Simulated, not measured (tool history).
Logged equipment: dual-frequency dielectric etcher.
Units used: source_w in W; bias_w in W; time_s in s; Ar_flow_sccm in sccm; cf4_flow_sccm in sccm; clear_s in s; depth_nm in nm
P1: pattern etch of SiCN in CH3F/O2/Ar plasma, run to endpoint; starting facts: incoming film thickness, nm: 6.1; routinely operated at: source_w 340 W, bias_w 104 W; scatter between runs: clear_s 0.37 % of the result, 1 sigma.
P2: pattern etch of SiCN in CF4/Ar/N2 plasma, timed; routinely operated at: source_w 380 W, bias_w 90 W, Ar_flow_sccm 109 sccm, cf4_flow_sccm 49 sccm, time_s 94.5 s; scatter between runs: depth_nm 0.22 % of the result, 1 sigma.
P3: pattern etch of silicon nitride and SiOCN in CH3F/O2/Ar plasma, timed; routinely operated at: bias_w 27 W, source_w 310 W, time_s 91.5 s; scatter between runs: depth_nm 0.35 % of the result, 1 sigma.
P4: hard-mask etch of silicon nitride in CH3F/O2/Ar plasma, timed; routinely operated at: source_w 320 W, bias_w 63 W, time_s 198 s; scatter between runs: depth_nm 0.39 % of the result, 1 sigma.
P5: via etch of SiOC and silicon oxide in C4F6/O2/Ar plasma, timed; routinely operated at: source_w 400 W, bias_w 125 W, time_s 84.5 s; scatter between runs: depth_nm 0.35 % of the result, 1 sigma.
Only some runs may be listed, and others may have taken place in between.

run,hour,process,source_w,bias_w,time_s,Ar_flow_sccm,cf4_flow_sccm,hours since the last wet clean,hours since the last source power generator calibration,hours since the last bias power generator calibration,clear_s,depth_nm
1,13.5,P1,340,104,,,,446.9,1408.7,554.7,15.048,
2,22.8,P5,270,125,84.5,,,456.2,1418,564,,71.016
3,39.7,P2,540,90,94.5,109,49,473.1,1434.9,580.9,,99.034
4,53.7,P2,380,113,94.5,109,49,487.1,1448.9,594.9,,79.959
5,68,P1,340,104,,,,501.4,1463.2,609.2,15.158,
6,78.4,P1,440,104,,,,511.8,1473.6,619.6,13.758,
7,95,P1,340,104,,,,528.4,1490.2,636.2,15.112,
8,103.6,P1,340,76,,,,537,1498.8,644.8,16.978,
9,117.6,P5,400,125,59,,,551,1512.8,658.8,,57.984
10,131.1,P1,340,104,,,,564.5,1526.3,672.3,15.211,
11,143.5,P1,260,72,,,,576.9,1538.7,684.7,19.221,
12,153,P3,310,35,91.5,,,586.4,1548.2,694.2,,14.191
13,167.5,P3,190,27,91.5,,,600.9,1562.7,708.7,,10.603
14,181.1,P3,310,27,91.5,,,614.5,1576.3,722.3,,12.585
15,192.9,P2,380,90,125.5,109,49,626.3,1588.1,734.1,,96.871
16,201.1,P2,380,90,94.5,109,61,634.5,1596.3,742.3,,75.709
17,217.7,P1,340,124,,,,651.1,1612.9,758.9,14.202,
18,233,P4,320,63,198,,,666.4,1628.2,774.2,,119.21
19,246.6,P3,310,27,50.5,,,680,1641.8,787.8,,6.9444
20,255,P3,310,27,91.5,,,688.4,1650.2,796.2,,12.552
21,268.1,P2,380,90,94.5,143,49,701.5,1663.3,809.3,,70.247
22,277.1,P2,380,90,94.5,109,49,710.5,1672.3,818.3,,72.976
23,291.8,P4,320,63,198,,,725.2,1687,833,,119.76
24,302,P4,320,36,198,,,735.4,1697.2,843.2,,100.82
25,316.7,P4,390,63,198,,,750.1,1711.9,857.9,,129.74
# hour 319.9: bias power generator calibrated
26,326,P5,400,125,84.5,,,759.4,1721.2,6.1,,83.384
27,341.6,P1,210,104,,,,775,1736.8,21.7,17.924,
28,358.6,P5,400,125,84.5,,,792,1753.8,38.7,,83.242
29,366.9,P5,400,170,84.5,,,800.3,1762.1,47,,90.96
30,379.7,P4,320,63,131.5,,,813.1,1774.9,59.8,,79.796
31,395.8,P1,340,104,,,,829.2,1791,75.9,15.277,
32,406.9,P1,340,104,,,,840.3,1802.1,87,15.16,
33,420.3,P1,340,104,,,,853.7,1815.5,100.4,15.236,
34,433.3,P1,340,104,,,,866.7,1828.5,113.4,15.302,
35,450.3,P1,340,104,,,,883.7,1845.5,130.4,15.428,
# hour 452.8: wet clean of the chamber
36,458.2,P1,340,104,,,,5.4,1853.4,138.3,15.413,
37,467.6,P1,340,104,,,,14.8,1862.8,147.7,15.468,
38,476,P1,340,104,,,,23.2,1871.2,156.1,15.449,
39,483.5,P1,340,104,,,,30.7,1878.7,163.6,15.461,
40,496.4,P1,340,104,,,,43.6,1891.6,176.5,15.472,
41,509.4,P1,340,104,,,,56.6,1904.6,189.5,15.343,
42,518.8,P1,340,104,,,,66,1914,198.9,15.41,

P1 has crept away from where it was. The log is fitted equally well by each of these 2 causes, at the sizes shown:
A: source power that arrives under what is set, % = 4.93
B: bias power that arrives under what is set, % = 4.74
Onset of the creep was near hour 406.9.
Other possible causes, and why each is ruled out:
chamber walls in a state that lowers the etch rate, %: work on it at hour 452.8, done after the drift set in, did not restore what the process gave before

Listed below are the offered check runs, one wafer per run, with question marks in place of results. For which of them would the causes give clearly different outcomes?
check 1,528.2,P2,520,110,94.5,109,49,,,,,?
check 2,528.2,P4,380,39,198,,,,,,,?
check 3,528.2,P5,290,161,84.5,,,,,,,?
check 4,528.2,P3,240,33,91.5,,,,,,,?

Expected result of each check under each candidate cause:
check,result,if A,if B
check 1,depth_nm,99.384,101.85
check 2,depth_nm,107.95,108.59
check 3,depth_nm,77.925,78.239
check 4,depth_nm,12.452,12.369
Per check, the gap between the least separated pair of causes, taken in the result that splits them most: check 1 2.45 %; check 2 0.59 %; check 3 0.4 %; check 4 0.67 %
Only in check 1 would the causes give clearly different results; in the remaining checks their results would be nearly the same.

Check 1 was carried out, with these results: depth_nm 99.732 nm. Which of the listed causes is responsible?

Of the candidate causes, it is A: source power that arrives under what is set, %.
